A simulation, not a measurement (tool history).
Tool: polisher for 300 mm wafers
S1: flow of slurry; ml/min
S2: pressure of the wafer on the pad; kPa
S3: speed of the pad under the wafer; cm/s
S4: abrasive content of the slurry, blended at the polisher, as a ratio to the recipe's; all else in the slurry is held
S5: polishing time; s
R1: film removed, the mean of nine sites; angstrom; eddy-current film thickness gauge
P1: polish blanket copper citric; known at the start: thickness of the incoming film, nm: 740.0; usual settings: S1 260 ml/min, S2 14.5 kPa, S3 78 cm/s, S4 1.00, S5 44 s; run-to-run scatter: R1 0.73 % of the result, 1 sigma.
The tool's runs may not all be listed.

Run 1, hour 5.1: S1 260 ml/min, S2 14.5 kPa, S3 78 cm/s, S4 1.00, S5 44 s. Result: R1 635.46 angstrom.
Run 2, hour 8.7: S1 260 ml/min, S2 14.5 kPa, S3 112 cm/s, S4 1.00, S5 44 s. Result: R1 911.69 angstrom.
Run 3, hour 14.7: S1 350 ml/min, S2 19.3 kPa, S3 78 cm/s, S4 1.00, S5 44 s. Result: R1 861.48 angstrom.
At hour 15.6: worn pad replaced by a new one.
Run 4, hour 20.6: S1 260 ml/min, S2 22.1 kPa, S3 78 cm/s, S4 1.00, S5 44 s. Result: R1 952.62 angstrom.
Run 5, hour 25.8: S1 260 ml/min, S2 8.3 kPa, S3 78 cm/s, S4 1.00, S5 44 s. Result: R1 378.12 angstrom.
Run 6, hour 28.9: S1 260 ml/min, S2 14.5 kPa, S3 78 cm/s, S4 1.00, S5 44 s. Result: R1 633.62 angstrom.
Run 7, hour 32.4: S1 260 ml/min, S2 14.5 kPa, S3 78 cm/s, S4 1.00, S5 26 s. Result: R1 376.30 angstrom.
Run 8, hour 35.8: S1 360 ml/min, S2 14.5 kPa, S3 78 cm/s, S4 1.00, S5 44 s. Result: R1 657.53 angstrom.
Run 9, hour 41.2: S1 260 ml/min, S2 14.5 kPa, S3 78 cm/s, S4 1.00, S5 44 s. Result: R1 633.59 angstrom.
Run 10, hour 47.1: S1 260 ml/min, S2 14.5 kPa, S3 78 cm/s, S4 1.35, S5 44 s. Result: R1 675.80 angstrom.
Run 11, hour 51.8: S1 260 ml/min, S2 14.5 kPa, S3 40 cm/s, S4 1.00, S5 44 s. Result: R1 344.49 angstrom.
Run 12, hour 57.9: S1 260 ml/min, S2 14.5 kPa, S3 78 cm/s, S4 0.65, S5 44 s. Result: R1 586.11 angstrom.
Run 13, hour 63.1: S1 165 ml/min, S2 14.5 kPa, S3 78 cm/s, S4 1.00, S5 44 s. Result: R1 612.67 angstrom.
Run 14, hour 66.2: S1 260 ml/min, S2 14.5 kPa, S3 78 cm/s, S4 1.00, S5 44 s. Result: R1 634.94 angstrom.
Run 15, hour 69.0: S1 260 ml/min, S2 14.5 kPa, S3 78 cm/s, S4 1.00, S5 44 s. Result: R1 633.68 angstrom.
Run 16, hour 72.1: S1 260 ml/min, S2 14.5 kPa, S3 78 cm/s, S4 1.00, S5 62 s. Result: R1 897.71 angstrom.
Run 17, hour 75.5: S1 260 ml/min, S2 14.5 kPa, S3 78 cm/s, S4 1.00, S5 44 s. Result: R1 637.78 angstrom.
Run 18, hour 78.3: S1 260 ml/min, S2 14.5 kPa, S3 78 cm/s, S4 1.00, S5 44 s. Result: R1 627.91 angstrom.
Run 19, hour 82.0: S1 260 ml/min, S2 14.5 kPa, S3 78 cm/s, S4 1.00, S5 44 s. Result: R1 625.42 angstrom.
Run 20, hour 86.1: S1 260 ml/min, S2 14.5 kPa, S3 78 cm/s, S4 1.00, S5 44 s. Result: R1 615.07 angstrom.
Run 21, hour 90.0: S1 260 ml/min, S2 14.5 kPa, S3 78 cm/s, S4 1.00, S5 44 s. Result: R1 609.62 angstrom.
At hour 92.9: slurry blender recalibrated.
At hour 93.5: worn pad replaced by a new one.
Run 22, hour 94.8: S1 260 ml/min, S2 14.5 kPa, S3 78 cm/s, S4 1.00, S5 44 s. Result: R1 614.87 angstrom.
Run 23, hour 100.6: S1 260 ml/min, S2 14.5 kPa, S3 78 cm/s, S4 1.00, S5 44 s. Result: R1 611.50 angstrom.
Run 24, hour 106.8: S1 260 ml/min, S2 14.5 kPa, S3 78 cm/s, S4 1.00, S5 44 s. Result: R1 602.19 angstrom.

What P1 gives has crept away from where it was. These 2 causes fit the log equally well, each at the size given:
A: slurry flow missing at the pad, % = 32.7
B: head's pressure below its setpoint, % = 5.07
The creep began at about hour 75.5.
Why every other cause is out:
removal rate lost through wear of the pad, %: serviced at hour 93.5, which brought nothing back
abrasive missing from the slurry, %: serviced at hour 92.9, which brought nothing back

4 check runs are offered, each on 5 wafers whose results are averaged, their results left as question marks. Which one tells the causes apart?
Run check 1, hour 113.0: S1 260 ml/min, S2 14.5 kPa, S3 78 cm/s, S4 0.80, S5 44 s. Result: R1 ?.
Run check 2, hour 113.0: S1 260 ml/min, S2 22.1 kPa, S3 78 cm/s, S4 1.25, S5 44 s. Result: R1 ?.
Run check 3, hour 113.0: S1 165 ml/min, S2 17.9 kPa, S3 78 cm/s, S4 1.00, S5 44 s. Result: R1 ?.
Run check 4, hour 113.0: S1 260 ml/min, S2 14.5 kPa, S3 78 cm/s, S4 1.00, S5 57 s. Result: R1 ?.

What each check would give under each cause:
  check  result    if A    if B
check 1      R1  578.35  578.39
check 2      R1  955.33  954.67
check 3      R1  683.69  701.58
check 4      R1  785.42  785.48
How far apart the two closest causes lie, in the result that separates them most: check 1 0.01 %; check 2 0.07 %; check 3 2.58 %; check 4 0.01 %
Only check 3 tells the causes apart: in the others they would give nearly the same result.

Check 3 was then run and gave: R1 683.76 angstrom. Which cause is it?

It is A: slurry flow missing at the pad, %.
